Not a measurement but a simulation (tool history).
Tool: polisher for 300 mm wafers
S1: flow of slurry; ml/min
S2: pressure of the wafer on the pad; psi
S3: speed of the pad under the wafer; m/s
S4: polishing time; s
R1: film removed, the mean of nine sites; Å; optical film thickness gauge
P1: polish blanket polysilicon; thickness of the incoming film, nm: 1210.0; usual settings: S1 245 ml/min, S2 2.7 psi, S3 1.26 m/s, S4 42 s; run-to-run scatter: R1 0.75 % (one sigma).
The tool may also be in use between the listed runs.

{"run": 1, "hour": 10.7, "S1": 245, "S2": 2.7, "S3": 1.26, "S4": 42, "R1": 4257.1}
{"run": 2, "hour": 19.9, "S1": 245, "S2": 2.7, "S3": 1.26, "S4": 42, "R1": 4219.4}
{"run": 3, "hour": 32.9, "S1": 245, "S2": 2.7, "S3": 0.62, "S4": 42, "R1": 2090.2}
{"run": 4, "hour": 46.6, "S1": 245, "S2": 4.1, "S3": 1.26, "S4": 42, "R1": 6552.2}
{"run": 5, "hour": 55.2, "S1": 245, "S2": 2.7, "S3": 1.26, "S4": 42, "R1": 4284.8}
{"run": 6, "hour": 63.9, "S1": 245, "S2": 2, "S3": 1.26, "S4": 42, "R1": 3147.5}
{"hour": 76.2, "done": "slurry nozzle cleaned"}
{"run": 7, "hour": 77.6, "S1": 165, "S2": 1.5, "S3": 1.26, "S4": 42, "R1": 2240.9}
{"run": 8, "hour": 84.9, "S1": 245, "S2": 2.7, "S3": 1.26, "S4": 59, "R1": 6088}
{"run": 9, "hour": 93.9, "S1": 245, "S2": 2.7, "S3": 1.26, "S4": 42, "R1": 4273}
{"run": 10, "hour": 109.0, "S1": 245, "S2": 2.7, "S3": 1.26, "S4": 25, "R1": 2530.1}
{"run": 11, "hour": 123.0, "S1": 145, "S2": 2.7, "S3": 1.26, "S4": 42, "R1": 4020.2}
{"run": 12, "hour": 134.0, "S1": 245, "S2": 2.7, "S3": 1.92, "S4": 42, "R1": 6533.7}
{"run": 13, "hour": 143.7, "S1": 335, "S2": 2.7, "S3": 1.26, "S4": 42, "R1": 4424.2}
{"run": 14, "hour": 156.4, "S1": 245, "S2": 2.7, "S3": 1.26, "S4": 42, "R1": 4261.8}
{"run": 15, "hour": 163.5, "S1": 245, "S2": 2.7, "S3": 1.26, "S4": 42, "R1": 4276.4}
{"run": 16, "hour": 177.1, "S1": 245, "S2": 2.7, "S3": 1.26, "S4": 42, "R1": 4254.4}
{"run": 17, "hour": 186.5, "S1": 245, "S2": 2.7, "S3": 1.26, "S4": 42, "R1": 4161.2}
{"hour": 187.5, "done": "head pressure recalibrated"}
{"run": 18, "hour": 196.2, "S1": 245, "S2": 2.7, "S3": 1.26, "S4": 42, "R1": 4099.7}
{"run": 19, "hour": 209.3, "S1": 245, "S2": 2.7, "S3": 1.26, "S4": 42, "R1": 4131.5}
{"run": 20, "hour": 216.3, "S1": 245, "S2": 2.7, "S3": 1.26, "S4": 42, "R1": 4098.3}
{"run": 21, "hour": 227.9, "S1": 245, "S2": 2.7, "S3": 1.26, "S4": 42, "R1": 4087}

What P1 gives has crept away from where it was. These 2 causes fit the log equally well, each at the size given:
A: removal rate lost through wear of the pad, % = 4.09
B: slurry flow missing at the pad, % = 27.7
The creep began at about hour 163.5.
Why every other cause is out:
head's pressure below its setpoint, %: serviced at hour 187.5, which brought nothing back

4 check runs are offered, each on 5 wafers whose results are averaged, their results left as question marks. Which one tells the causes apart?
{"run": "check 1", "hour": 239.5, "S1": 245, "S2": 3.4, "S3": 1.88, "S4": 42, "R1": "?"}
{"run": "check 2", "hour": 239.5, "S1": 145, "S2": 2.7, "S3": 1.26, "S4": 42, "R1": "?"}
{"run": "check 3", "hour": 239.5, "S1": 245, "S2": 2.1, "S3": 0.8, "S4": 42, "R1": "?"}
{"run": "check 4", "hour": 239.5, "S1": 245, "S2": 2.7, "S3": 1.66, "S4": 42, "R1": "?"}

What each check would give under each cause:
check=check_1 result=R1 if_A=7693.5 if_B=7694.5
check=check_2 result=R1 if_A=3801.1 if_B=3704.1
check=check_3 result=R1 if_A=2022.1 if_B=2022.3
check=check_4 result=R1 if_A=5394.6 if_B=5395.3
How far apart the two closest causes lie, in the result that separates them most: check 1 0.01 %; check 2 2.59 %; check 3 0.01 %; check 4 0.01 %
Check 2 tells the causes apart: in the others they would give nearly the same result.

Then check 2 was run and gave: R1 3703.9 Å. Which cause is it?

It is B: slurry flow missing at the pad, %.

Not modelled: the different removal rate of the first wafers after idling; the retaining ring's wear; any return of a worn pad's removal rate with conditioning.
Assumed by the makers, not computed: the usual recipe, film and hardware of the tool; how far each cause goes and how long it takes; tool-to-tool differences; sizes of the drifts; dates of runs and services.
